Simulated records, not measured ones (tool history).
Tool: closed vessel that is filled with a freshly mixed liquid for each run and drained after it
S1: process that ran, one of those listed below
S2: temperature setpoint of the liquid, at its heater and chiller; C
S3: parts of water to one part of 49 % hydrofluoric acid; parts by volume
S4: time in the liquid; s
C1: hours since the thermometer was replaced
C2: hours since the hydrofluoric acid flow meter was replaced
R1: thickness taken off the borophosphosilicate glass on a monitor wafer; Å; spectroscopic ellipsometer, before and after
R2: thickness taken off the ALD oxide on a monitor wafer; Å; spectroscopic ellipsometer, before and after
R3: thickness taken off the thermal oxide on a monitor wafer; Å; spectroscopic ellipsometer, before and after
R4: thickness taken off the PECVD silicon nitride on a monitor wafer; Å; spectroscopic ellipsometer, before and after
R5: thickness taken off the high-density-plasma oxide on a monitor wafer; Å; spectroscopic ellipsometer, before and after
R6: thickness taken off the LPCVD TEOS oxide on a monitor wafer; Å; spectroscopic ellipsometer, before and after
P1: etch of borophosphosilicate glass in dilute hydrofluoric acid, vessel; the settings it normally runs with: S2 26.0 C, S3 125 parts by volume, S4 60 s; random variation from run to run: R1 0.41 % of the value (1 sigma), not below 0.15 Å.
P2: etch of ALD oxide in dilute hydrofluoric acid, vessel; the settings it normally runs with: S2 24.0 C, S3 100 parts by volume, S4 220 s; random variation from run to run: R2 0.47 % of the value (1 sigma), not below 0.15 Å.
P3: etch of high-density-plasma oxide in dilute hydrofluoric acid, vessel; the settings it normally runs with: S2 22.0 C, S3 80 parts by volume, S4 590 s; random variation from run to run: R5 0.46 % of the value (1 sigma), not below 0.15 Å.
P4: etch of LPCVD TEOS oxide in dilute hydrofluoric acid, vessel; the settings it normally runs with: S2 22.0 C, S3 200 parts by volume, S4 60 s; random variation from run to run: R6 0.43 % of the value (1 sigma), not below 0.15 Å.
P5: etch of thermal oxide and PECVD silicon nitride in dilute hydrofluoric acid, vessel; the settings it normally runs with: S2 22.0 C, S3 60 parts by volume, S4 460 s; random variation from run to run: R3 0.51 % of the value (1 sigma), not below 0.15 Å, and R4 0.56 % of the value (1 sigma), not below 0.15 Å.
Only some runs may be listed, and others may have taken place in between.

run 1 day=0.550 | S1=P1 S2=26.0 S3=125 S4=60 | C1=417.6 C2=226.8 | R1=241.17
run 2 day=0.958 | S1=P1 S2=26.0 S3=125 S4=60 | C1=427.4 C2=236.6 | R1=241.08
run 3 day=1.446 | S1=P2 S2=24.0 S3=100 S4=220 | C1=439.1 C2=248.3 | R2=272.43
run 4 day=1.875 | S1=P1 S2=26.0 S3=125 S4=60 | C1=449.4 C2=258.6 | R1=238.59
run 5 day=2.438 | S1=P2 S2=24.0 S3=100 S4=220 | C1=462.9 C2=272.1 | R2=272.17
run 6 day=2.988 | S1=P5 S2=22.0 S3=60 S4=735 | C1=476.1 C2=285.3 | R3=533.26 R4=492.36
run 7 day=3.238 | S1=P2 S2=24.0 S3=135 S4=220 | C1=482.1 C2=291.3 | R2=192.99
run 8 day=3.621 | S1=P5 S2=22.0 S3=60 S4=460 | C1=491.3 C2=300.5 | R3=336.93 R4=311.20
run 9 day=3.929 | S1=P1 S2=26.0 S3=125 S4=95 | C1=498.7 C2=307.9 | R1=377.25
run 10 day=4.350 | S1=P3 S2=22.0 S3=80 S4=590 | C1=508.8 C2=318.0 | R5=431.50
run 11 day=4.750 | S1=P1 S2=32.5 S3=195 S4=60 | C1=518.4 C2=327.6 | R1=176.22
run 12 day=5.038 | S1=P1 S2=26.0 S3=175 S4=60 | C1=525.3 C2=334.5 | R1=161.65
run 13 day=5.454 | S1=P1 S2=31.0 S3=125 S4=60 | C1=535.3 C2=344.5 | R1=288.12
run 14 day=5.804 | S1=P1 S2=26.0 S3=200 S4=85 | C1=543.7 C2=352.9 | R1=193.27
run 15 day=6.054 | S1=P1 S2=26.0 S3=125 S4=60 | C1=549.7 C2=358.9 | R1=240.14
run 16 day=6.462 | S1=P3 S2=22.0 S3=80 S4=590 | C1=559.5 C2=368.7 | R5=433.79
run 17 day=6.804 | S1=P4 S2=22.0 S3=200 S4=30 | C1=567.7 C2=376.9 | R6=67.408
run 18 day=7.192 | S1=P5 S2=22.0 S3=85 S4=460 | C1=577.0 C2=386.2 | R3=230.62 R4=221.89
run 19 day=7.750 | S1=P3 S2=30.5 S3=80 S4=590 | C1=590.4 C2=399.6 | R5=599.33
run 20 day=8.142 | S1=P1 S2=26.0 S3=125 S4=30 | C1=599.8 C2=409.0 | R1=121.02
run 21 day=8.646 | S1=P1 S2=21.0 S3=205 S4=60 | C1=611.9 C2=421.1 | R1=110.19
run 22 day=9.062 | S1=P1 S2=26.0 S3=30 S4=60 | C1=621.9 C2=431.1 | R1=1141.30
run 23 day=9.529 | S1=P2 S2=24.0 S3=100 S4=355 | C1=633.1 C2=442.3 | R2=435.13
run 24 day=10.104 | S1=P2 S2=17.5 S3=100 S4=220 | C1=646.9 C2=456.1 | R2=205.68
run 25 day=10.471 | S1=P4 S2=17.0 S3=200 S4=60 | C1=655.7 C2=464.9 | R6=111.100
run 26 day=10.721 | S1=P5 S2=27.5 S3=60 S4=460 | C1=661.7 C2=470.9 | R3=421.96 R4=447.29
run 27 day=11.167 | S1=P4 S2=22.0 S3=200 S4=60 | C1=672.4 C2=481.6 | R6=134.990
run 28 day=11.533 | S1=P4 S2=22.0 S3=200 S4=60 | C1=681.2 C2=490.4 | R6=134.270
run 29 day=11.975 | S1=P1 S2=26.0 S3=125 S4=60 | C1=691.8 C2=501.0 | R1=237.19
run 30 day=12.475 | S1=P5 S2=22.0 S3=60 S4=460 | C1=703.8 C2=513.0 | R3=335.97 R4=312.65
run 31 day=12.817 | S1=P1 S2=26.0 S3=125 S4=60 | C1=712.0 C2=521.2 | R1=239.94
run 32 day=13.333 | S1=P3 S2=22.0 S3=80 S4=330 | C1=724.4 C2=533.6 | R5=240.67
run 33 day=13.625 | S1=P1 S2=20.0 S3=125 S4=60 | C1=731.4 C2=540.6 | R1=189.97
run 34 day=13.892 | S1=P4 S2=22.0 S3=35 S4=60 | C1=737.8 C2=547.0 | R6=931.670
run 35 day=14.417 | S1=P3 S2=22.0 S3=20 S4=590 | C1=750.4 C2=559.6 | R5=1854.30
run 36 day=14.688 | S1=P1 S2=26.0 S3=125 S4=60 | C1=756.9 C2=566.1 | R1=239.88
run 37 day=14.950 | S1=P1 S2=26.0 S3=125 S4=60 | C1=763.2 C2=572.4 | R1=234.22
run 38 day=15.321 | S1=P1 S2=26.0 S3=125 S4=60 | C1=772.1 C2=581.3 | R1=231.91
run 39 day=15.746 | S1=P1 S2=26.0 S3=125 S4=60 | C1=782.3 C2=591.5 | R1=226.58
run 40 day=16.188 | S1=P1 S2=26.0 S3=125 S4=60 | C1=792.9 C2=602.1 | R1=226.31
run 41 day=16.558 | S1=P1 S2=26.0 S3=125 S4=60 | C1=801.8 C2=611.0 | R1=225.18
run 42 day=16.846 | S1=P1 S2=26.0 S3=125 S4=60 | C1=808.7 C2=617.9 | R1=224.34
run 43 day=17.192 | S1=P1 S2=26.0 S3=125 S4=60 | C1=817.0 C2=626.2 | R1=224.89
run 44 day=17.746 | S1=P1 S2=26.0 S3=125 S4=60 | C1=830.3 C2=639.5 | R1=224.18
run 45 day=18.083 | S1=P1 S2=26.0 S3=125 S4=60 | C1=838.4 C2=647.6 | R1=223.02

Compared with where it was, what P1 gives has crept away. Each cause listed below fits the log as well as the rest, at the size given for it:
A: hydrofluoric acid flow below the setpoint (%) = 5.91
B: liquid colder than its thermometer reads (K) = 1.84
Onset of the creep was near day 14.688.

The check runs listed below each take one wafer, and their results are still question marks. Under which run would the listed causes lead to clearly different results?
run check 1 day=18.421 | S1=P4 S2=22.0 S3=200 S4=60 | R6=?
run check 2 day=18.421 | S1=P3 S2=22.0 S3=80 S4=590 | R5=?
run check 3 day=18.421 | S1=P5 S2=22.0 S3=60 S4=460 | R3=? R4=?
run check 4 day=18.421 | S1=P2 S2=24.0 S3=100 S4=220 | R2=?

What every check run would give for each of its results, assuming each possible cause in turn:
check=check_1 result=R6 if_A=125.560 if_B=126.000
check=check_2 result=R5 if_A=403.16 if_B=399.57
check=check_3 result=R3 if_A=315.62 if_B=312.07
check=check_3 result=R4 if_A=291.99 if_B=273.16
check=check_4 result=R2 if_A=253.08 if_B=251.84
Per check, the gap between the least separated pair of causes, taken in the result that splits them most: check 1 0.35 %; check 2 0.9 %; check 3 6.66 %; check 4 0.49 %
Of the check runs offered, only check 3 discriminates between the causes; the rest would read about the same regardless of which cause applies.

Then check 3 was run and gave: R3 311.43 Å; R4 275.50 Å. Which cause is it?

The cause is B: liquid colder than its thermometer reads (K).
